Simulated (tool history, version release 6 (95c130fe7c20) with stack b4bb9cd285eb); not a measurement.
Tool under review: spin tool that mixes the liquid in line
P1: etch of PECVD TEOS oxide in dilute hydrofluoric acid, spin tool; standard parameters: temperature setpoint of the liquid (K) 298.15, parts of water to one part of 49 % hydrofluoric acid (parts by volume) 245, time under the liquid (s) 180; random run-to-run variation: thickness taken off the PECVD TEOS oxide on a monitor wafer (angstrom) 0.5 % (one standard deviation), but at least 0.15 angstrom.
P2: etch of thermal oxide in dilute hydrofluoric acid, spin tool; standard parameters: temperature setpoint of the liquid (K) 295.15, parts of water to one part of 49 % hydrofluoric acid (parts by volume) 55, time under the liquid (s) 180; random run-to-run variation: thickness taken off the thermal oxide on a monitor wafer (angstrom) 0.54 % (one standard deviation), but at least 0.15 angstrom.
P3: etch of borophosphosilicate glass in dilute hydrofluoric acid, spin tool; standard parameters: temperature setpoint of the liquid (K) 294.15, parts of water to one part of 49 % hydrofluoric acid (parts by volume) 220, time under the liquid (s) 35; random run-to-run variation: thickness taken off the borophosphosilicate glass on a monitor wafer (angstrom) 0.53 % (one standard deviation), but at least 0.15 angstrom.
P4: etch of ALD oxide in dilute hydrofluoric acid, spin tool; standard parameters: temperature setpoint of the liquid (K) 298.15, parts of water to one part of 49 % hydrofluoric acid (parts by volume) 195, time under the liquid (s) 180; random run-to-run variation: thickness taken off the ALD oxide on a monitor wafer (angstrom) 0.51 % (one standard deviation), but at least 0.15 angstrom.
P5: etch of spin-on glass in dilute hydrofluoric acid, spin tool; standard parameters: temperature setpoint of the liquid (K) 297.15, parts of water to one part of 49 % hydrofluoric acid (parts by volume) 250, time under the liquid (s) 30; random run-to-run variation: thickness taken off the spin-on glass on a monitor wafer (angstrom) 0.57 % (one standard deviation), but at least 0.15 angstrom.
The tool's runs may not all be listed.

run	hour	process that ran	temperature setpoint of the liquid (K)	parts of water to one part of 49 % hydrofluoric acid (parts by volume)	time under the liquid (s)	hours since the thermometer was replaced	hours since the hydrofluoric acid flow meter was replaced	thickness taken off the PECVD TEOS oxide on a monitor wafer (angstrom)	thickness taken off the spin-on glass on a monitor wafer (angstrom)	thickness taken off the borophosphosilicate glass on a monitor wafer (angstrom)	thickness taken off the thermal oxide on a monitor wafer (angstrom)	thickness taken off the ALD oxide on a monitor wafer (angstrom)
1	7.8	P1	298.15	245	180	617.8	409.6	147.070				
2	23.2	P5	297.15	445	30	633.2	425.0		29.361			
3	37.1	P5	302.65	250	30	647.1	438.9		75.580			
4	46.4	P3	294.15	385	35	656.4	448.2			43.078		
5	57.1	P1	298.15	245	180	667.1	458.9	146.350				
6	69.0	P1	298.15	245	285	679.0	470.8	231.880				
7	86.2	P1	298.15	150	180	696.2	488.0	266.170				
8	103.2	P1	298.15	360	180	713.2	505.0	88.022				
9	120.3	P1	298.15	245	180	730.3	522.1	147.400				
10	130.2	P2	290.65	55	180	740.2	532.0				123.37	
11	143.6	P2	295.15	55	180	753.6	545.4				149.28	
12	157.3	P1	301.65	245	95	767.3	559.1	87.946				
13	173.2	P3	294.15	220	15	783.2	575.0			37.761		
14	186.9	P3	294.15	220	35	796.9	588.7			88.447		
15	204.1	P1	298.15	245	180	814.1	605.9	146.440				
16	212.0	P2	295.15	55	270	822.0	613.8				224.23	
17	223.9	P1	298.15	245	180	833.9	625.7	146.070				
18	236.5	P3	294.15	220	35	846.5	638.3			87.897		
19	249.8	P4	298.15	290	180	859.8	651.6					102.780
20	263.1	P5	297.15	250	30	873.1	664.9		62.664			
21	274.4	P1	298.15	245	180	884.4	676.2	147.420				
22	290.0	P4	298.15	195	90	900.0	691.8					84.414
23	306.4	P1	298.15	245	180	916.4	708.2	147.150				
24	316.0	P1	303.15	245	335	926.0	717.8	320.660				
25	327.5	P5	297.15	250	15	937.5	729.3		30.800			
26	336.6	P4	293.15	195	180	946.6	738.4					139.500
27	349.8	P4	298.15	195	180	959.8	751.6					168.280
28	366.3	P1	305.65	245	180	976.3	768.1	187.790				
29	381.5	P2	295.15	25	180	991.5	783.3				339.14	
30	398.0	P2	295.15	55	180	1008.0	799.8				150.30	
31	405.7	P1	298.15	245	15	1015.7	807.5	12.288				
32	417.4	P3	300.15	220	35	1027.4	819.2			108.800		
33	433.9	P1	293.15	245	180	1043.9	835.7	120.980				
34	448.3	P5	297.15	250	30	1058.3	850.1		62.699			
35	457.7	P1	298.15	245	180	1067.7	859.5	145.970				
36	471.4	P1	298.15	245	180	1081.4	873.2	141.040				
37	481.1	P1	298.15	245	180	1091.1	882.9	138.010				
38	493.4	P1	298.15	245	180	1103.4	895.2	137.620				
39	509.4	P1	298.15	245	180	1119.4	911.2	136.240				
40	518.7	P1	298.15	245	180	1128.7	920.5	136.110				
41	535.1	P1	298.15	245	180	1145.1	936.9	134.650				
42	545.9	P1	298.15	245	180	1155.9	947.7	133.890				

What P1 gives has crept off from where it sat before. The 2 causes that follow fit the log equally well, each at the size noted:
A: liquid colder than its thermometer reads (K) = 2.35
B: hydrofluoric acid flow below the setpoint (%) = 6.47
Creep in the process output first set in at about hour 457.7.

Which of the 4 check runs listed below, each an average over 2 wafers with its results shown as question marks, gives clearly different results under the different listed causes?
check 1	556.7	P3	294.15	305	15					?		
check 2	556.7	P2	295.15	30	270						?	
check 3	556.7	P5	301.15	250	15				?			
check 4	556.7	P4	298.15	290	180							?

What each check would give under each cause:
check	result	if A	if B
check 1	thickness taken off the borophosphosilicate glass on a monitor wafer (angstrom)	23.033	23.030
check 2	thickness taken off the thermal oxide on a monitor wafer (angstrom)	382.60	394.64
check 3	thickness taken off the spin-on glass on a monitor wafer (angstrom)	33.052	32.902
check 4	thickness taken off the ALD oxide on a monitor wafer (angstrom)	94.261	93.835
Smallest distance between any two causes, each pair judged by its most separating result, in per cent: check 1 0.01 %; check 2 3.1 %; check 3 0.46 %; check 4 0.45 %
Only in check 2 would the causes give clearly different results; in the remaining checks their results would be nearly the same.

With check 2 done, the readings were: thickness taken off the thermal oxide on a monitor wafer (angstrom) 384.27. Identify which of the listed causes applies.

A is the cause: liquid colder than its thermometer reads (K).
